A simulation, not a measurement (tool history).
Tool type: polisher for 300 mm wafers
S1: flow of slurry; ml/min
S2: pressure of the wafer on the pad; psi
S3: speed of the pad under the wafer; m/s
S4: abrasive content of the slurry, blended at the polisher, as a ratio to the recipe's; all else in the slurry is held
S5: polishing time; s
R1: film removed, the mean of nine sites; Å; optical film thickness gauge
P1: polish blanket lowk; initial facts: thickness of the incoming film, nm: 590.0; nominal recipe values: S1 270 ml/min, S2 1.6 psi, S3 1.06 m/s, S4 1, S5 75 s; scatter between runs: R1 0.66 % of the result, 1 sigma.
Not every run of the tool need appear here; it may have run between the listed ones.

run 1 hour=4.1 | S1=270 S2=1.6 S3=1.06 S4=1 S5=75 | R1=226.81
run 2 hour=8.6 | S1=270 S2=1.6 S3=1.06 S4=0.5 S5=75 | R1=152.23
run 3 hour=17.2 | S1=270 S2=2.2 S3=1.06 S4=1 S5=75 | R1=307.19
run 4 hour=23.5 | S1=270 S2=1.6 S3=1.52 S4=1 S5=75 | R1=302.3
run 5 hour=29.3 | S1=270 S2=1.6 S3=1.06 S4=1 S5=52 | R1=155.47
run 6 hour=36.6 | S1=270 S2=1.6 S3=1.06 S4=1 S5=75 | R1=223.37
run 7 hour=41.4 | S1=270 S2=1.6 S3=1.06 S4=1.5 S5=75 | R1=266.61
run 8 hour=45.6 | S1=270 S2=0.8 S3=1.06 S4=1 S5=75 | R1=112.26
run 9 hour=52.1 | S1=270 S2=0.7 S3=1.06 S4=1 S5=41 | R1=54.184
run 10 hour=58 | S1=390 S2=1.6 S3=1.06 S4=1 S5=75 | R1=230.67
run 11 hour=65 | S1=270 S2=1.6 S3=1.06 S4=1 S5=75 | R1=226.24
run 12 hour=71.8 | S1=270 S2=1.6 S3=1.06 S4=1 S5=75 | R1=224.93
run 13 hour=77.2 | S1=270 S2=1.6 S3=1.06 S4=1 S5=75 | R1=225.79
run 14 hour=82.9 | S1=195 S2=2.1 S3=1.06 S4=1 S5=75 | R1=289.54
run 15 hour=90.6 | S1=270 S2=1.6 S3=0.52 S4=1 S5=75 | R1=127.7
run 16 hour=94.6 | S1=160 S2=1.6 S3=1.06 S4=1 S5=75 | R1=211.52
run 17 hour=102.8 | S1=270 S2=1.6 S3=1.06 S4=1 S5=75 | R1=224.32
run 18 hour=107 | S1=270 S2=1.6 S3=1.06 S4=1 S5=75 | R1=225.34
run 19 hour=111.7 | S1=165 S2=1.1 S3=1.06 S4=1 S5=75 | R1=144.89
run 20 hour=118 | S1=270 S2=1.6 S3=1.06 S4=1 S5=117 | R1=352.46
run 21 hour=123.7 | S1=270 S2=1.6 S3=1.06 S4=1 S5=75 | R1=222.33
run 22 hour=129.8 | S1=270 S2=1.6 S3=1.06 S4=1 S5=75 | R1=217.53
run 23 hour=133.7 | S1=270 S2=1.6 S3=1.06 S4=1 S5=75 | R1=214.48
run 24 hour=139.4 | S1=270 S2=1.6 S3=1.06 S4=1 S5=75 | R1=210.9
run 25 hour=147.1 | S1=270 S2=1.6 S3=1.06 S4=1 S5=75 | R1=207.07
-- hour=148.7 slurry nozzle cleaned
-- hour=153 conditioning disc replaced and pad reconditioned
run 26 hour=155.3 | S1=270 S2=1.6 S3=1.06 S4=1 S5=75 | R1=205.16
-- hour=159.4 worn pad replaced by a new one
run 27 hour=162.9 | S1=270 S2=1.6 S3=1.06 S4=1 S5=75 | R1=201.57
run 28 hour=167 | S1=270 S2=1.6 S3=1.06 S4=1 S5=75 | R1=203.32
run 29 hour=175.2 | S1=270 S2=1.6 S3=1.06 S4=1 S5=75 | R1=201.76
run 30 hour=180.3 | S1=270 S2=1.6 S3=1.06 S4=1 S5=75 | R1=199.99
run 31 hour=185.3 | S1=270 S2=1.6 S3=1.06 S4=1 S5=75 | R1=200.27
run 32 hour=190.6 | S1=270 S2=1.6 S3=1.06 S4=1 S5=75 | R1=202.84

Something has made what P1 gives creep away from where it was; the 2 causes below, each at its own stated size, fit the log equally well:
A: abrasive missing from the slurry, % = 20.6
B: head's pressure below its setpoint, % = 10.6
The process output started creeping at around hour 123.7.
Every other cause this tool's parts could produce, and why it does not fit the log:
removal rate lost through wear of the pad, %: work on it at hour 159.4, done after the drift set in, did not restore what the process gave before
slurry flow missing at the pad, %: work on it at hour 148.7, done after the drift set in, did not restore what the process gave before
time polished since the conditioner stopped cutting, s: work on it at hour 153, done after the drift set in, did not restore what the process gave before

The list below offers 4 check runs, each averaging the results of 5 wafers, and shows each result as a question mark. For which of them would the listed causes give clearly different results?
run check 1 hour=195.9 | S1=270 S2=1.6 S3=1.06 S4=1.5 S5=75 | R1=?
run check 2 hour=195.9 | S1=195 S2=1.6 S3=1.06 S4=1 S5=104 | R1=?
run check 3 hour=195.9 | S1=270 S2=1.6 S3=0.68 S4=1 S5=75 | R1=?
run check 4 hour=195.9 | S1=270 S2=1.6 S3=1.38 S4=1 S5=75 | R1=?

Predicted outcomes, by check and by cause:
check=check_1 result=R1 if_A=242.92 if_B=237.29
check=check_2 result=R1 if_A=268.95 if_B=268.8
check=check_3 result=R1 if_A=141.23 if_B=141.15
check=check_4 result=R1 if_A=248.79 if_B=248.65
Per check, the gap between the least separated pair of causes, taken in the result that splits them most: check 1 2.34 %; check 2 0.06 %; check 3 0.06 %; check 4 0.06 %
Check 1 distinguishes between the causes, while the remaining checks would return nearly the same result for all of them.

With check 1 done, the readings were: R1 237.2 Å. Identify which of the listed causes applies.

The cause is B: head's pressure below its setpoint, %.
